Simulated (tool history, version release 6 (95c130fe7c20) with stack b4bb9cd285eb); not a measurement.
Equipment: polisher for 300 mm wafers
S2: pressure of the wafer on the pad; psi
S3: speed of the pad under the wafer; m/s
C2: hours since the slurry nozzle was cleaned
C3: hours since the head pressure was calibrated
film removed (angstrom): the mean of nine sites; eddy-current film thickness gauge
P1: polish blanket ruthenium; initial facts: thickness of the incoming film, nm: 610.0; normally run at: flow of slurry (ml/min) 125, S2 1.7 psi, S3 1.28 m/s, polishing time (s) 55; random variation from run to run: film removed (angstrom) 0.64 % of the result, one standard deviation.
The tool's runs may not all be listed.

run 1 day=0.421 | flow_of_slurry_(ml/min)=125 S2=1.7 S3=1.28 polishing_time_(s)=55 | wafers_polished_on_this_pad=353 C2=234.5 C3=1058.4 | film_removed_(angstrom)=599.76
run 2 day=0.929 | flow_of_slurry_(ml/min)=125 S2=1.7 S3=1.28 polishing_time_(s)=55 | wafers_polished_on_this_pad=473 C2=246.7 C3=1070.6 | film_removed_(angstrom)=599.13
run 3 day=1.471 | flow_of_slurry_(ml/min)=125 S2=1.7 S3=1.28 polishing_time_(s)=55 | wafers_polished_on_this_pad=600 C2=259.7 C3=1083.6 | film_removed_(angstrom)=604.08
run 4 day=1.829 | flow_of_slurry_(ml/min)=125 S2=1.7 S3=1.28 polishing_time_(s)=55 | wafers_polished_on_this_pad=685 C2=268.3 C3=1092.2 | film_removed_(angstrom)=603.2
run 5 day=2.2 | flow_of_slurry_(ml/min)=125 S2=1.7 S3=0.6 polishing_time_(s)=55 | wafers_polished_on_this_pad=772 C2=277.2 C3=1101.1 | film_removed_(angstrom)=284.64
run 6 day=2.608 | flow_of_slurry_(ml/min)=75 S2=1.7 S3=1.28 polishing_time_(s)=55 | wafers_polished_on_this_pad=869 C2=287 C3=1110.9 | film_removed_(angstrom)=527.29
run 7 day=3.2 | flow_of_slurry_(ml/min)=125 S2=0.8 S3=1.28 polishing_time_(s)=55 | wafers_polished_on_this_pad=1009 C2=301.2 C3=1125.1 | film_removed_(angstrom)=283.11
run 8 day=3.796 | flow_of_slurry_(ml/min)=125 S2=1.7 S3=1.28 polishing_time_(s)=55 | wafers_polished_on_this_pad=1149 C2=315.5 C3=1139.4 | film_removed_(angstrom)=599.41
run 9 day=4.183 | flow_of_slurry_(ml/min)=125 S2=1.7 S3=1.28 polishing_time_(s)=85 | wafers_polished_on_this_pad=1241 C2=324.8 C3=1148.7 | film_removed_(angstrom)=938
run 10 day=4.604 | flow_of_slurry_(ml/min)=125 S2=2.2 S3=0.72 polishing_time_(s)=55 | wafers_polished_on_this_pad=1340 C2=334.9 C3=1158.8 | film_removed_(angstrom)=437.03
run 11 day=4.9 | flow_of_slurry_(ml/min)=125 S2=1.7 S3=1.82 polishing_time_(s)=55 | wafers_polished_on_this_pad=1410 C2=342 C3=1165.9 | film_removed_(angstrom)=853.64
run 12 day=5.425 | flow_of_slurry_(ml/min)=125 S2=1.7 S3=1.28 polishing_time_(s)=55 | wafers_polished_on_this_pad=1534 C2=354.6 C3=1178.5 | film_removed_(angstrom)=610.33
run 13 day=5.708 | flow_of_slurry_(ml/min)=180 S2=1.7 S3=1.28 polishing_time_(s)=55 | wafers_polished_on_this_pad=1601 C2=361.4 C3=1185.3 | film_removed_(angstrom)=645.4
run 14 day=6.238 | flow_of_slurry_(ml/min)=125 S2=1.7 S3=1.28 polishing_time_(s)=25 | wafers_polished_on_this_pad=1726 C2=374.1 C3=1198 | film_removed_(angstrom)=272.15
run 15 day=6.708 | flow_of_slurry_(ml/min)=125 S2=1.7 S3=1.28 polishing_time_(s)=55 | wafers_polished_on_this_pad=1837 C2=385.4 C3=1209.3 | film_removed_(angstrom)=601.37
run 16 day=7.238 | flow_of_slurry_(ml/min)=125 S2=2.7 S3=1.28 polishing_time_(s)=55 | wafers_polished_on_this_pad=1962 C2=398.1 C3=1222 | film_removed_(angstrom)=951.44
run 17 day=7.521 | flow_of_slurry_(ml/min)=125 S2=1.7 S3=1.28 polishing_time_(s)=55 | wafers_polished_on_this_pad=2028 C2=404.9 C3=1228.8 | film_removed_(angstrom)=604.85
run 18 day=7.946 | flow_of_slurry_(ml/min)=125 S2=1.7 S3=1.28 polishing_time_(s)=55 | wafers_polished_on_this_pad=2129 C2=415.1 C3=1239 | film_removed_(angstrom)=586.11
run 19 day=8.317 | flow_of_slurry_(ml/min)=125 S2=1.7 S3=1.28 polishing_time_(s)=55 | wafers_polished_on_this_pad=2216 C2=424 C3=1247.9 | film_removed_(angstrom)=570.89
run 20 day=8.892 | flow_of_slurry_(ml/min)=125 S2=1.7 S3=1.28 polishing_time_(s)=55 | wafers_polished_on_this_pad=2352 C2=437.8 C3=1261.7 | film_removed_(angstrom)=560
run 21 day=9.483 | flow_of_slurry_(ml/min)=125 S2=1.7 S3=1.28 polishing_time_(s)=55 | wafers_polished_on_this_pad=2492 C2=452 C3=1275.9 | film_removed_(angstrom)=545.61
-- day=10.046 head pressure recalibrated
run 22 day=10.071 | flow_of_slurry_(ml/min)=125 S2=1.7 S3=1.28 polishing_time_(s)=55 | wafers_polished_on_this_pad=2630 C2=466.1 C3=0.6 | film_removed_(angstrom)=543.09
run 23 day=10.688 | flow_of_slurry_(ml/min)=125 S2=1.7 S3=1.28 polishing_time_(s)=55 | wafers_polished_on_this_pad=2776 C2=480.9 C3=15.4 | film_removed_(angstrom)=541.07
run 24 day=11.208 | flow_of_slurry_(ml/min)=125 S2=1.7 S3=1.28 polishing_time_(s)=55 | wafers_polished_on_this_pad=2899 C2=493.4 C3=27.9 | film_removed_(angstrom)=542.24
run 25 day=11.729 | flow_of_slurry_(ml/min)=125 S2=1.7 S3=1.28 polishing_time_(s)=55 | wafers_polished_on_this_pad=3022 C2=505.9 C3=40.4 | film_removed_(angstrom)=533.09
run 26 day=12.054 | flow_of_slurry_(ml/min)=125 S2=1.7 S3=1.28 polishing_time_(s)=55 | wafers_polished_on_this_pad=3099 C2=513.7 C3=48.2 | film_removed_(angstrom)=537.83

P1 no longer gives what it gave before; its output has crept away from where it was. The following 2 causes, each at its listed size, fit the log equally well:
A: slurry flow missing at the pad, % = 36.7
B: removal rate lost through wear of the pad, % = 10.9
The onset of the drift is placed at about day 7.521.
Every other cause this tool's parts could produce, and why it does not fit the log:
head's pressure below its setpoint, %: serviced after onset, at day 10.046, with no recovery of the prior output

Which of the 4 check runs listed below separates the causes, so that each cause would produce a clearly different result? Each run uses one wafer, and its results are marked with question marks.
run check 1 day=12.379 | flow_of_slurry_(ml/min)=125 S2=2.1 S3=1.28 polishing_time_(s)=55 | film_removed_(angstrom)=?
run check 2 day=12.379 | flow_of_slurry_(ml/min)=125 S2=1.7 S3=0.88 polishing_time_(s)=55 | film_removed_(angstrom)=?
run check 3 day=12.379 | flow_of_slurry_(ml/min)=125 S2=2.2 S3=1.28 polishing_time_(s)=55 | film_removed_(angstrom)=?
run check 4 day=12.379 | flow_of_slurry_(ml/min)=80 S2=1.7 S3=1.28 polishing_time_(s)=55 | film_removed_(angstrom)=?

What each check would give under each cause:
check=check_1 result=film_removed_(angstrom) if_A=664.34 if_B=664.53
check=check_2 result=film_removed_(angstrom) if_A=369.74 if_B=369.85
check=check_3 result=film_removed_(angstrom) if_A=695.98 if_B=696.18
check=check_4 result=film_removed_(angstrom) if_A=455.77 if_B=480.79
Per-check spread between the two closest causes, in the result where they differ most: check 1 0.03 %; check 2 0.03 %; check 3 0.03 %; check 4 5.35 %
Only check 4 tells the causes apart: in the others they would give nearly the same result.

Check 4 was carried out, with these results: film removed (angstrom) 481.73. Which of the listed causes is responsible?

B is the cause: removal rate lost through wear of the pad, %.
